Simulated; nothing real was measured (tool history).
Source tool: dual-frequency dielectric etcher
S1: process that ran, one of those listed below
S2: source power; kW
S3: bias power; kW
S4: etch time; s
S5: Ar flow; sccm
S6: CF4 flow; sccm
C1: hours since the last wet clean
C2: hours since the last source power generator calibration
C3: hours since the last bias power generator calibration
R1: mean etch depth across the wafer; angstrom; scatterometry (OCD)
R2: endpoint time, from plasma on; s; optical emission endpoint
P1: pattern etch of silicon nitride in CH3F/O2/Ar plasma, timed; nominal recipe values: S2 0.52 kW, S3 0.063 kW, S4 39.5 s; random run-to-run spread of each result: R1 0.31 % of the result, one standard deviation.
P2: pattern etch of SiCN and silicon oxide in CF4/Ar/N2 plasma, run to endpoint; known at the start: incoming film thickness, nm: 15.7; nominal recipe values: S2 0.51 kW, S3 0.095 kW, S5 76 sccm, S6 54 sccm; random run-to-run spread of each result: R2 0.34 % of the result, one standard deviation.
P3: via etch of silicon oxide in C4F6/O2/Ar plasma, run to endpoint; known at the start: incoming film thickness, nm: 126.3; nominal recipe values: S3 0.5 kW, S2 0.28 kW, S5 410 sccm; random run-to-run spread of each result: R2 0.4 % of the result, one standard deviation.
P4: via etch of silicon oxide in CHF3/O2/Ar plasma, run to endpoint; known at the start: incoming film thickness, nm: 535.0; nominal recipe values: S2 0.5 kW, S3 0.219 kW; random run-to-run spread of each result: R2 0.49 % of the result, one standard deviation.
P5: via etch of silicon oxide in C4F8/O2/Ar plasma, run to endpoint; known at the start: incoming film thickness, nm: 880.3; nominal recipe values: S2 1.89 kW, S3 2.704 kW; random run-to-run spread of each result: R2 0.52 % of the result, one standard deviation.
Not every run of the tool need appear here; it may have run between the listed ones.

run   hour  S1    S2     S3    S4   S5  S6     C1     C2      C3      R1      R2
  1    8.2  P1  0.52  0.063  39.5           446.7  256.9   634.4  291.21
  2   18.9  P2  0.51  0.095         76  54  457.4  267.6   645.1          14.352
  3   34.2  P2  0.68  0.095         76  54  472.7  282.9   660.4          11.116
  4   47.9  P5  1.89  2.704                 486.4  296.6   674.1          160.62
  5   62.1  P5  1.89  1.612                 500.6  310.8   688.3          185.25
  6   75.5  P4   0.5  0.134                   514  324.2   701.7          314.26
  7     84  P4  0.61  0.219                 522.5  332.7   710.2          248.02
  8   96.5  P1  0.52  0.063  39.5             535  345.2   722.7  290.89
  9  108.3  P2  0.51  0.056         76  54  546.8    357   734.5          17.106
 10  115.6  P3  0.38    0.5        410      554.1  364.3   741.8           27.69
 11  122.5  P4   0.5  0.219                   561  371.2   748.7          264.77
 12  131.8  P1   0.7  0.063  39.5           570.3  380.5     758  327.68
 13  146.7  P2  0.51  0.095        103  54  585.2  395.4   772.9          15.058
 14  161.1  P1  0.52  0.039  39.5           599.6  409.8   787.3  252.31
 15  171.5  P1  0.52  0.063  39.5             610  420.2   797.7  290.06
 16    183  P5  1.89  2.704                 621.5  431.7   809.2          158.89
 17    195  P1  0.52  0.083  39.5           633.5  443.7   821.2  319.91
 18  210.3  P3  0.28    0.5        335      648.8    459   836.5           30.26
 19  220.4  P3  0.28  0.671        410      658.9  469.1   846.6          27.866
 20  229.7  P1  0.71  0.063    27           668.2  478.4   855.9  225.19
 21  243.6  P2  0.51  0.095         76  65  682.1  492.3   869.8          13.994
 22    253  P4   0.5  0.219                 691.5  501.7   879.2          264.95
 23  261.2  P1  0.36  0.063  39.5           699.7  509.9   887.4  252.93
 24  273.9  P5  1.23  2.704                 712.4  522.6   900.1          189.44
 25  283.5  P3  0.28    0.5        410        722  532.2   909.7          31.123
 26  295.5  P2  0.51  0.095         76  54    734  544.2   921.7          14.347
 27  304.8  P1  0.52  0.063  39.5           743.3  553.5     931  290.96
 28  317.5  P1  0.52  0.063    29             756  566.2   943.7  213.28
 29  332.6  P1  0.52  0.063  53.5           771.1  581.3   958.8  397.67
 30  343.5  P1  0.52  0.063  39.5             782  592.2   969.7  292.33
 31  352.3  P1  0.52  0.063  39.5           790.8    601   978.5  291.47
 32  364.9  P1  0.52  0.063  39.5           803.4  613.6   991.1  290.58
 33  378.9  P1  0.52  0.063  39.5           817.4  627.6  1005.1  287.74
 34  385.8  P1  0.52  0.063  39.5           824.3  634.5    1012  287.69
 35  398.9  P1  0.52  0.063  39.5           837.4  647.6  1025.1  288.27
 36  411.7  P1  0.52  0.063  39.5           850.2  660.4  1037.9   288.2
     417.7  -- wet clean of the chamber
 37  426.4  P1  0.52  0.063  39.5             8.7  675.1  1052.6  287.13
 38  438.9  P1  0.52  0.063  39.5            21.2  687.6  1065.1  288.23
 39    451  P1  0.52  0.063  39.5            33.3  699.7  1077.2  287.65
 40  461.3  P1  0.52  0.063  39.5            43.6    710  1087.5  287.62

P1 has crept away from where it was. The log is fitted equally well by each of these 2 causes, at the sizes shown:
A: source power that arrives under what is set, % = 3.97
B: bias power that arrives under what is set, % = 4.71
The gradual shift began around hour 343.5.
Every other cause this tool's parts could produce, and why it does not fit the log:
chamber walls in a state that lowers the etch rate, %: serviced after onset, at hour 417.7, with no recovery of the prior output

Which of the 4 check runs listed below, each an average over 2 wafers with its results shown as question marks, gives clearly different results under the different listed causes?
check 1  471.6  P3  0.36  0.625      410                       ?
check 2  471.6  P4  0.57  0.219                                ?
check 3  471.6  P5  1.35  1.714                                ?
check 4  471.6  P2  0.64  0.058       76  54                   ?

What every check run would give for each of its results, assuming each possible cause in turn:
  check  result    if A    if B
check 1      R2  26.453  26.555
check 2      R2  257.12  257.51
check 3      R2  212.57  212.04
check 4      R2  14.329  14.029
Per check, the gap between the least separated pair of causes, taken in the result that splits them most: check 1 0.39 %; check 2 0.15 %; check 3 0.25 %; check 4 2.12 %
Check 4 distinguishes between the causes, while the remaining checks would return nearly the same result for all of them.

Check 4 has now been run. It gave: R2 14.086 s. Which of the candidate causes is it?

It is B: bias power that arrives under what is set, %.
